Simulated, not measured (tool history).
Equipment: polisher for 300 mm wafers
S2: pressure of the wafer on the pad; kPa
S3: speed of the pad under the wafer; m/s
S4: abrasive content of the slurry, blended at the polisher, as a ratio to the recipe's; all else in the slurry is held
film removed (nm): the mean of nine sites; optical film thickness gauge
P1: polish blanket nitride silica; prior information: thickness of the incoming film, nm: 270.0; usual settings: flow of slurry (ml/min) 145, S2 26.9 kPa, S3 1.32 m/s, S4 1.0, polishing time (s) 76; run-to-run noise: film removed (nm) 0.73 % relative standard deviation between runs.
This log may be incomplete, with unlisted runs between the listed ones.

{"run": 1, "hour": 11.1, "flow of slurry (ml/min)": 145, "S2": 26.9, "S3": 1.32, "S4": 1.0, "polishing time (s)": 76, "film removed (nm)": 60.146}
{"run": 2, "hour": 16.5, "flow of slurry (ml/min)": 145, "S2": 26.9, "S3": 1.32, "S4": 1.0, "polishing time (s)": 38, "film removed (nm)": 29.716}
{"run": 3, "hour": 26.6, "flow of slurry (ml/min)": 145, "S2": 26.9, "S3": 1.32, "S4": 1.0, "polishing time (s)": 76, "film removed (nm)": 60.142}
{"run": 4, "hour": 39.3, "flow of slurry (ml/min)": 190, "S2": 40.7, "S3": 1.32, "S4": 1.0, "polishing time (s)": 76, "film removed (nm)": 94.219}
{"run": 5, "hour": 50.5, "flow of slurry (ml/min)": 145, "S2": 26.9, "S3": 1.32, "S4": 1.0, "polishing time (s)": 76, "film removed (nm)": 59.243}
{"run": 6, "hour": 62.5, "flow of slurry (ml/min)": 145, "S2": 26.9, "S3": 2.08, "S4": 1.0, "polishing time (s)": 76, "film removed (nm)": 86.725}
{"run": 7, "hour": 74.7, "flow of slurry (ml/min)": 145, "S2": 26.9, "S3": 1.32, "S4": 1.0, "polishing time (s)": 116, "film removed (nm)": 90.31}
{"run": 8, "hour": 85.1, "flow of slurry (ml/min)": 145, "S2": 13.1, "S3": 1.32, "S4": 1.0, "polishing time (s)": 76, "film removed (nm)": 29.042}
{"run": 9, "hour": 96.9, "flow of slurry (ml/min)": 85, "S2": 26.9, "S3": 1.32, "S4": 1.0, "polishing time (s)": 76, "film removed (nm)": 52.872}
{"run": 10, "hour": 105.1, "flow of slurry (ml/min)": 145, "S2": 26.9, "S3": 0.84, "S4": 1.0, "polishing time (s)": 76, "film removed (nm)": 42.013}
{"hour": 110.9, "done": "worn pad replaced by a new one"}
{"run": 11, "hour": 111.7, "flow of slurry (ml/min)": 145, "S2": 36.5, "S3": 1.32, "S4": 1.0, "polishing time (s)": 76, "film removed (nm)": 81.88}
{"run": 12, "hour": 123.6, "flow of slurry (ml/min)": 200, "S2": 26.9, "S3": 1.32, "S4": 1.0, "polishing time (s)": 76, "film removed (nm)": 63.389}
{"hour": 126.6, "done": "slurry blender recalibrated"}
{"run": 13, "hour": 132.3, "flow of slurry (ml/min)": 145, "S2": 26.9, "S3": 1.32, "S4": 1.0, "polishing time (s)": 76, "film removed (nm)": 59.896}
{"run": 14, "hour": 144.8, "flow of slurry (ml/min)": 145, "S2": 26.9, "S3": 1.32, "S4": 1.4, "polishing time (s)": 76, "film removed (nm)": 68.257}
{"run": 15, "hour": 156.4, "flow of slurry (ml/min)": 145, "S2": 26.9, "S3": 1.32, "S4": 0.6, "polishing time (s)": 76, "film removed (nm)": 45.415}
{"run": 16, "hour": 162.3, "flow of slurry (ml/min)": 145, "S2": 26.9, "S3": 1.32, "S4": 1.0, "polishing time (s)": 76, "film removed (nm)": 60.325}
{"run": 17, "hour": 174.6, "flow of slurry (ml/min)": 145, "S2": 26.9, "S3": 1.32, "S4": 1.0, "polishing time (s)": 76, "film removed (nm)": 59.129}
{"run": 18, "hour": 184.7, "flow of slurry (ml/min)": 145, "S2": 26.9, "S3": 1.32, "S4": 1.0, "polishing time (s)": 76, "film removed (nm)": 56.661}
{"run": 19, "hour": 197.1, "flow of slurry (ml/min)": 145, "S2": 26.9, "S3": 1.32, "S4": 1.0, "polishing time (s)": 76, "film removed (nm)": 55.989}
{"hour": 201.7, "done": "worn pad replaced by a new one"}
{"run": 20, "hour": 207.4, "flow of slurry (ml/min)": 145, "S2": 26.9, "S3": 1.32, "S4": 1.0, "polishing time (s)": 76, "film removed (nm)": 55.737}
{"run": 21, "hour": 218.1, "flow of slurry (ml/min)": 145, "S2": 26.9, "S3": 1.32, "S4": 1.0, "polishing time (s)": 76, "film removed (nm)": 54.996}
{"hour": 223.5, "done": "conditioning disc replaced and pad reconditioned"}
{"run": 22, "hour": 229.5, "flow of slurry (ml/min)": 145, "S2": 26.9, "S3": 1.32, "S4": 1.0, "polishing time (s)": 76, "film removed (nm)": 54.324}
{"run": 23, "hour": 234.9, "flow of slurry (ml/min)": 145, "S2": 26.9, "S3": 1.32, "S4": 1.0, "polishing time (s)": 76, "film removed (nm)": 54.39}
{"hour": 238.3, "done": "head pressure recalibrated"}
{"run": 24, "hour": 246.1, "flow of slurry (ml/min)": 145, "S2": 26.9, "S3": 1.32, "S4": 1.0, "polishing time (s)": 76, "film removed (nm)": 54.159}
{"run": 25, "hour": 257.4, "flow of slurry (ml/min)": 145, "S2": 26.9, "S3": 1.32, "S4": 1.0, "polishing time (s)": 76, "film removed (nm)": 53.589}
{"run": 26, "hour": 270.0, "flow of slurry (ml/min)": 145, "S2": 26.9, "S3": 1.32, "S4": 1.0, "polishing time (s)": 76, "film removed (nm)": 53.826}

Something has made what P1 gives creep away from where it was; the 2 causes below, each at its own stated size, fit the log equally well:
A: slurry flow missing at the pad, % = 36.7
B: abrasive missing from the slurry, % = 18.8
The gradual shift began around hour 162.3.
All other causes, with the reason each is excluded:
removal rate lost through wear of the pad, %: maintenance at hour 201.7, after the shift began, did not return the process to its former output
head's pressure below its setpoint, %: maintenance at hour 238.3, after the shift began, did not return the process to its former output
time polished since the conditioner stopped cutting, s: maintenance at hour 223.5, after the shift began, did not return the process to its former output

Below are 4 check runs, each averaged over 5 wafers, with their results shown as question marks. Which of them would give clearly different results depending on which cause is behind the drift?
{"run": "check 1", "hour": 282.6, "flow of slurry (ml/min)": 110, "S2": 26.9, "S3": 1.32, "S4": 1.0, "polishing time (s)": 108, "film removed (nm)": "?"}
{"run": "check 2", "hour": 282.6, "flow of slurry (ml/min)": 145, "S2": 26.9, "S3": 1.0, "S4": 1.0, "polishing time (s)": 42, "film removed (nm)": "?"}
{"run": "check 3", "hour": 282.6, "flow of slurry (ml/min)": 145, "S2": 13.1, "S3": 1.32, "S4": 1.0, "polishing time (s)": 58, "film removed (nm)": "?"}
{"run": "check 4", "hour": 282.6, "flow of slurry (ml/min)": 145, "S2": 13.1, "S3": 1.32, "S4": 1.0, "polishing time (s)": 76, "film removed (nm)": "?"}

How each check would come out, cause by cause:
check=check_1 result=film_removed_(nm) if_A=70.742 if_B=72.734
check=check_2 result=film_removed_(nm) if_A=23.942 if_B=23.947
check=check_3 result=film_removed_(nm) if_A=20.114 if_B=20.117
check=check_4 result=film_removed_(nm) if_A=26.356 if_B=26.361
Distance between the nearest two causes, measured in the result of the check that separates them most: check 1 2.78 %; check 2 0.02 %; check 3 0.02 %; check 4 0.02 %
Only in check 1 would the causes give clearly different results; in the remaining checks their results would be nearly the same.

The results of check 1 are: film removed (nm) 70.967. Based on these, which of the listed causes is it?

It is A: slurry flow missing at the pad, %.
